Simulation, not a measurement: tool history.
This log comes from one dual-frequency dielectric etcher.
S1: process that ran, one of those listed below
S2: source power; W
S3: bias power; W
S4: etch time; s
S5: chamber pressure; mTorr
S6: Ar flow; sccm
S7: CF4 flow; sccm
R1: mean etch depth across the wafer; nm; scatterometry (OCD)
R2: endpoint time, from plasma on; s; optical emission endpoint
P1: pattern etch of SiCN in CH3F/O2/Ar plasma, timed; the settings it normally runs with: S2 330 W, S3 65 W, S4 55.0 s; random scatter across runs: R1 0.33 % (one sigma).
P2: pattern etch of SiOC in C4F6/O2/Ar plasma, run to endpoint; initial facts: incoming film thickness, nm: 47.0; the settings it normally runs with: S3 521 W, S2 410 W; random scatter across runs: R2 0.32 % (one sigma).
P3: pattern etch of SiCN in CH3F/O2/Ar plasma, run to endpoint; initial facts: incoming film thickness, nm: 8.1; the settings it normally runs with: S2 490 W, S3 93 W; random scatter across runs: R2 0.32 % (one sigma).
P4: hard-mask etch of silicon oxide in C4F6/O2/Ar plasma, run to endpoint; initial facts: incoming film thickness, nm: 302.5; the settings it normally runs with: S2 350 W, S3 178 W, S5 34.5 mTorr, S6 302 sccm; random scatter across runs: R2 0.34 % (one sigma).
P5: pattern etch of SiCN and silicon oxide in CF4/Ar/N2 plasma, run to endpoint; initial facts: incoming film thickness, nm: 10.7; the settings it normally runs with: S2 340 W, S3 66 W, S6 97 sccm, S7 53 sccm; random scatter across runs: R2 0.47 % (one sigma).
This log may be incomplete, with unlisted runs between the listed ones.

run	hour	S1	S2	S3	S4	S5	S6	S7	R1	R2
1	8.2	P1	330	65	55.0				18.524	
2	15.7	P1	330	65	70.0				23.646	
3	29.3	P4	350	178		28.0	302			99.406
4	37.0	P3	490	125						16.510
5	47.4	P5	340	66			129	53		18.385
6	60.2	P1	330	85	55.0				20.550	
7	74.5	P2	410	521						15.727
# hour 84.0: source power generator calibrated
8	87.0	P1	410	65	55.0				20.204	
9	99.5	P4	350	178		34.5	302			101.870
10	106.5	P5	340	66			97	37		18.480
11	116.8	P4	210	178		34.5	302			124.710
12	128.4	P4	350	215		34.5	302			95.924
13	142.2	P1	330	48	55.0				16.676	
14	152.8	P1	200	65	55.0				15.363	
15	166.0	P1	330	65	55.0				18.617	
16	181.0	P3	490	93						18.559
17	187.7	P3	660	93						16.514
18	199.2	P5	340	82			97	53		16.169
19	207.9	P4	350	178		34.5	412			105.260
20	223.0	P1	330	65	55.0				18.544	
21	236.7	P1	330	84	37.0				13.737	
22	250.2	P5	340	66			97	53		17.357
23	265.1	P2	410	521						15.675
24	274.1	P1	240	83	55.0				18.021	
25	287.8	P1	330	65	35.5				11.959	
26	295.9	P2	320	521						17.194
27	303.0	P2	410	672						14.219
28	313.7	P1	330	65	55.0				18.524	
29	323.9	P5	450	66			97	53		13.697
30	332.4	P5	340	66			97	53		17.332
31	345.3	P1	330	65	55.0				18.479	
32	351.9	P1	330	65	55.0				18.557	
33	362.1	P1	330	65	55.0				18.550	
34	370.4	P1	330	65	55.0				18.823	
35	378.4	P1	330	65	55.0				18.796	
36	385.2	P1	330	65	55.0				18.867	
37	392.0	P1	330	65	55.0				18.790	

For run 38, what comes out?
# hour 393.1: wet clean of the chamber
38	406.3	P1	330	65	55.0				?	

R1: 18.845 nm

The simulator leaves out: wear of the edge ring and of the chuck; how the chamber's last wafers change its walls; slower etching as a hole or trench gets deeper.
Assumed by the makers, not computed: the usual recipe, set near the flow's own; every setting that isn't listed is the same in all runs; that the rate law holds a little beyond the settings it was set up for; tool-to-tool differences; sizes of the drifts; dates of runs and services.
